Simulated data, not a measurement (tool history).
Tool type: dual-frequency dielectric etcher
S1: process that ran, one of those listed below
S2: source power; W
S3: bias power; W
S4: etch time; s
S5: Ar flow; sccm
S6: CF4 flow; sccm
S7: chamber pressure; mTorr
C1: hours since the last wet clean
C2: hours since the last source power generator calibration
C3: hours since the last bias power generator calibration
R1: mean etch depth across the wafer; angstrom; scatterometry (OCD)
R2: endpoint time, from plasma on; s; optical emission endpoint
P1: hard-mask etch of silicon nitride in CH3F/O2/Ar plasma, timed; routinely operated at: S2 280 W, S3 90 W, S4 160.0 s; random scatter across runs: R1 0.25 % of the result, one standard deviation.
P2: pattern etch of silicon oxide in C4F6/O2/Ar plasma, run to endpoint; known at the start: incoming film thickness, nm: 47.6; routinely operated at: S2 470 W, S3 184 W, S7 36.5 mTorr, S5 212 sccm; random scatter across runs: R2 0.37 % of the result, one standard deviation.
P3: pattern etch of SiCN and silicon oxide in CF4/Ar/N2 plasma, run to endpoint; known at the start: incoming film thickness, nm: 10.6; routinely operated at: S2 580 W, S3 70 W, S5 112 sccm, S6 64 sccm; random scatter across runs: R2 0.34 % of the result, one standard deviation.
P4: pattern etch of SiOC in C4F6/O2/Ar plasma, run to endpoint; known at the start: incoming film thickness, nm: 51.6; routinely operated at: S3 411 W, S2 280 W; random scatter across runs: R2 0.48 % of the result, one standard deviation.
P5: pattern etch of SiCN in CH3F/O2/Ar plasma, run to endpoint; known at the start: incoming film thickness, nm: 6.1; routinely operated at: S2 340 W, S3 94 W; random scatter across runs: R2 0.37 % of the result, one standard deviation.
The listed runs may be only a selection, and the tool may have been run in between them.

run   hour  S1   S2   S3     S4   S5  S6    S7     C1      C2     C3       R1       R2
  1    3.7  P1  280   90  160.0                 315.4  2949.3  630.4  1058.20
  2    6.6  P1  280   71  228.5                 318.3  2952.2  633.3  1385.40
  3    9.5  P3  580   70         112  49        321.2  2955.1  636.2           10.6180
  4   11.7  P2  470  184         212      36.5  323.4  2957.3  638.4           14.2430
  5   14.6  P1  350   90  160.0                 326.3  2960.2  641.3  1145.50
  6   19.2  P1  280   90  160.0                 330.9  2964.8  645.9  1050.50
  7   21.5  P3  580   70         112  64        333.2  2967.1  648.2           10.1730
  8   24.1  P4  280  411                        335.8  2969.7  650.8           21.4060
  9   28.1  P1  280   90  112.0                 339.8  2973.7  654.8   739.49
 10   31.3  P4  280  411                        343.0  2976.9  658.0           21.6350
 11   34.1  P1  280   90  160.0                 345.8  2979.7  660.8  1050.90
 12   37.8  P1  280  124  160.0                 349.5  2983.4  664.5  1194.40
 13   40.9  P5  340  123                        352.6  2986.5  667.6           15.0100
 14   45.3  P1  280   90  160.0                 357.0  2990.9  672.0  1054.50
 15   49.7  P2  470  184         287      36.5  361.4  2995.3  676.4           14.6330
 16   52.6  P1  280   59  234.0                 364.3  2998.2  679.3  1330.60
 17   56.7  P2  470  130         212      36.5  368.4  3002.3  683.4           15.8660
 18   61.3  P2  470  184         212      25.5  373.0  3006.9  688.0           13.6430
 19   65.3  P5  340   94                        377.0  3010.9  692.0           16.7210
 20   69.6  P1  340  110  160.0                 381.3  3015.2  696.3  1218.90
 21   73.1  P5  340   94                        384.8  3018.7  699.8           16.5340
 22   75.5  P3  460   70         112  64        387.2  3021.1  702.2           12.3570
 23   78.3  P1  280   90  160.0                 390.0  3023.9  705.0  1053.00
 24   82.0  P1  230   90  160.0                 393.7  3027.6  708.7   982.86
 25   86.2  P5  450   94                        397.9  3031.8  712.9           15.0730
 26   91.3  P1  280   70  160.0                 403.0  3036.9  718.0   967.02
 27   94.4  P4  280  249                        406.1  3040.0  721.1           25.6890
 28   97.6  P1  280   90  213.0                 409.3  3043.2  724.3  1410.80
 29  102.2  P1  280   90  160.0                 413.9  3047.8  728.9  1057.00
 30  105.8  P2  470  184         212      36.5  417.5  3051.4  732.5           14.1760
 31  110.5  P3  580   70          72  64        422.2  3056.1  737.2            9.4504
 32  114.6  P4  180  411                        426.3  3060.2  741.3           25.0180
 33  119.2  P3  580   95         112  64        430.9  3064.8  745.9            9.0891
 34  121.4  P2  360  184         212      36.5  433.1  3067.0  748.1           15.7860
 35  124.8  P1  280   90  160.0                 436.5  3070.4  751.5  1055.70
 36  128.0  P1  280   90  160.0                 439.7  3073.6  754.7  1049.00
 37  131.8  P1  280   90  160.0                 443.5  3077.4  758.5  1049.70
 38  136.1  P1  280   90  160.0                 447.8  3081.7  762.8  1045.10
 39  139.9  P1  280   90  160.0                 451.6  3085.5  766.6  1043.20
 40  143.1  P1  280   90  160.0                 454.8  3088.7  769.8  1040.20
     147.2  -- wet clean of the chamber
 41  147.3  P1  280   90  160.0                   0.1  3092.9  774.0  1041.80
 42  150.9  P1  280   90  160.0                   3.7  3096.5  777.6  1039.70
 43  154.9  P1  280   90  160.0                   7.7  3100.5  781.6  1044.10

The output of P1 has drifted from where it used to be. Each of the 2 causes below, taken at the size shown beside it, accounts for the log equally well:
A: bias power that arrives under what is set, % = 3.56
B: source power that arrives under what is set, % = 3.52
Onset of the creep was near hour 124.8.
Each remaining cause and why it is not a fit:
chamber walls in a state that lowers the etch rate, %: work on it at hour 147.2, done after the drift set in, did not restore what the process gave before

You are offered 4 check runs, listed below with question marks in place of their results; each one averages 2 wafers. Which run separates the listed causes by giving clearly different results for each?
check 1  158.9  P3  580   70       74  64                         ?
check 2  158.9  P2  470  136      276      36.5                   ?
check 3  158.9  P5  340  121                                      ?
check 4  158.9  P4  180  411                                      ?

Check results expected under each cause:
  check  result     if A     if B
check 1      R2   9.5810   9.7780
check 2      R2  16.2060  16.2670
check 3      R2  15.2680  15.2500
check 4      R2  25.5270  25.5150
Smallest distance between any two causes, each pair judged by its most separating result, in per cent: check 1 2.04 %; check 2 0.37 %; check 3 0.12 %; check 4 0.05 %
Check 1 is the one run that separates the causes; every other check would come out nearly the same whichever cause is at work.

Here is what check 1 returned: R2 9.5691 s. Which cause is it?

The cause is A: bias power that arrives under what is set, %.

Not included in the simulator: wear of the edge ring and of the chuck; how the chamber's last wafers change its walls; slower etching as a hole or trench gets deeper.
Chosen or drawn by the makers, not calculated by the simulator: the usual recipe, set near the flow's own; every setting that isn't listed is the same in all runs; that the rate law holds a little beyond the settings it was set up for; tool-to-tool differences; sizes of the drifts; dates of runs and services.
